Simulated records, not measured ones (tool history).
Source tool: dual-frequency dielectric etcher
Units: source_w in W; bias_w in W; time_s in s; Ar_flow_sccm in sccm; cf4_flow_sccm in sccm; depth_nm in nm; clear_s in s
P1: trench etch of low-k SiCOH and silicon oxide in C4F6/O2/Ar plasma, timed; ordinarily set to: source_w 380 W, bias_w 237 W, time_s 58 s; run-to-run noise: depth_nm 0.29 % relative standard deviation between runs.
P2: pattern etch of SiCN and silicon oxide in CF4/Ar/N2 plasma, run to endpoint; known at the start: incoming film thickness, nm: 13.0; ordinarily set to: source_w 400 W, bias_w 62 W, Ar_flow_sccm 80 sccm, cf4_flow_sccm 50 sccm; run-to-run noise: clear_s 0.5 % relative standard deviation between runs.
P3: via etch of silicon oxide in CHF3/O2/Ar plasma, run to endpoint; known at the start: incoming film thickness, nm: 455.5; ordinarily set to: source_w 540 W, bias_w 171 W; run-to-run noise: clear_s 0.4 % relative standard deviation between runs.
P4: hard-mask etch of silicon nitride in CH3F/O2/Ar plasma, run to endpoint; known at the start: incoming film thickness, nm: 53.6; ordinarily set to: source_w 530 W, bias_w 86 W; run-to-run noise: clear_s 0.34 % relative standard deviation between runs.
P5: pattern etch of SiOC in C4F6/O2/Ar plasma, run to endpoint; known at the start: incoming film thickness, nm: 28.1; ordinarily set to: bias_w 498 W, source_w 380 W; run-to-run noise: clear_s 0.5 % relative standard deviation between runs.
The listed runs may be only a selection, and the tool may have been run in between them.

run   hour  process  source_w  bias_w  time_s  Ar_flow_sccm  cf4_flow_sccm  hours since the last wet clean  hours since the last source power generator calibration  hours since the last bias power generator calibration  depth_nm  clear_s
  1    7.2       P1       380     237      58                                                          206                                                   2991.1                                                  391.4    198.68
  2   14.7       P2       400      40                    80             50                           213.5                                                   2998.6                                                  398.9              20.93
  3     22       P4       700      86                                                                220.8                                                   3005.9                                                  406.2             62.169
  4   32.1       P5       220     498                                                                230.9                                                     3016                                                  416.3             11.565
  5   40.4       P1       240     237      58                                                        239.2                                                   3024.3                                                  424.6    166.94
  6   46.3       P4       530      86                                                                245.1                                                   3030.2                                                  430.5             69.347
  7   51.8       P3       540     171                                                                250.6                                                   3035.7                                                    436             249.17
  8   58.9       P1       380     237      58                                                        257.7                                                   3042.8                                                  443.1    199.53
  9   67.4       P2       400      62                    80             38                           266.2                                                   3051.3                                                  451.6             18.967
 10   72.5       P1       260     169      58                                                        271.3                                                   3056.4                                                  456.7    154.73
 11   81.8       P1       380     176      58                                                        280.6                                                   3065.7                                                    466    181.12
 12   88.7       P5       380     401                                                                287.5                                                   3072.6                                                  472.9             10.224
 13   95.9       P1       380     237      58                                                        294.7                                                   3079.8                                                  480.1    199.77
 14  101.8       P5       380     498                                                                300.6                                                   3085.7                                                    486             9.5091
 15  107.8       P3       650     171                                                                306.6                                                   3091.7                                                    492              229.8
 16  113.1       P4       530     111                                                                311.9                                                     3097                                                  497.3             62.606
 17  120.5       P1       380     165    36.5                                                        319.3                                                   3104.4                                                  504.7    111.99
 18  129.8       P1       380     289      58                                                        328.6                                                   3113.7                                                    514    213.74
 19  136.3       P1       380     237      58                                                        335.1                                                   3120.2                                                  520.5    199.58
 20  141.7       P1       380     237      58                                                        340.5                                                   3125.6                                                  525.9    199.17
 21  147.9       P2       540      62                    80             50                           346.7                                                   3131.8                                                  532.1             13.953
 22  152.8       P2       400      62                    65             50                           351.6                                                   3136.7                                                    537             17.825
 23  160.5       P3       540     103                                                                359.3                                                   3144.4                                                  544.7              291.1
 24  169.1       P1       380     237    85.5                                                        367.9                                                     3153                                                  553.3     293.7
 25  177.5       P1       530     237      58                                                        376.3                                                   3161.4                                                  561.7    226.64
 26  187.1       P1       380     237      32                                                        385.9                                                     3171                                                  571.3    110.26
 27  192.4       P1       480     313      58                                                        391.2                                                   3176.3                                                  576.6    239.06
 28  202.5       P1       380     237      58                                                        401.3                                                   3186.4                                                  586.7    199.69
 29  212.3       P2       400      62                    80             50                           411.1                                                   3196.2                                                  596.5             18.103
 30  222.2       P1       380     237      58                                                          421                                                   3206.1                                                  606.4    199.41
 31  231.3       P1       380     237      58                                                        430.1                                                   3215.2                                                  615.5    201.36
 32  238.7       P1       380     237      58                                                        437.5                                                   3222.6                                                  622.9    201.98
 33  248.5       P1       380     237      58                                                        447.3                                                   3232.4                                                  632.7    203.29
     253.2  -- wet clean of the chamber
 34  257.5       P1       380     237      58                                                          4.4                                                   3241.4                                                  641.7    202.31
 35  266.3       P1       380     237      58                                                         13.2                                                   3250.2                                                  650.5    201.45
 36    273       P1       380     237      58                                                         19.9                                                   3256.9                                                  657.2    202.31
 37  278.6       P1       380     237      58                                                         25.5                                                   3262.5                                                  662.8    202.36

P1 no longer gives what it gave before; its output has crept away from where it was. The following 2 causes, each at its listed size, fit the log equally well:
A: bias power that arrives over what is set, % = 4.37
B: source power that arrives over what is set, % = 3.83
Onset of the creep was near hour 222.2.
Ruled out, with reasons:
chamber walls in a state that raises the etch rate, %: serviced at hour 253.2, which brought nothing back

Consider the 4 check runs below, whose results appear as question marks and each of which averages 3 wafers. Which one distinguishes the causes, in that each cause would give it a clearly different result?
check 1  284.2       P4       660     111                                                                                                                                                                                                       ?
check 2  284.2       P5       380     411                                                                                                                                                                                                       ?
check 3  284.2       P2       520      42                    80             50                                                                                                                                                                  ?
check 4  284.2       P3       540     123                                                                                                                                                                                                       ?

Check results expected under each cause:
  check   result    if A    if B
check 1  clear_s  57.037  57.123
check 2  clear_s  10.015  10.031
check 3  clear_s  16.067  15.734
check 4  clear_s   272.4  272.06
Distance between the nearest two causes, measured in the result of the check that separates them most: check 1 0.15 %; check 2 0.16 %; check 3 2.09 %; check 4 0.13 %
Check 3 distinguishes between the causes, while the remaining checks would return nearly the same result for all of them.

With check 3 done, the readings were: clear_s 15.785 s. Identify which of the listed causes applies.

The correct cause is B, namely: source power that arrives over what is set, %.
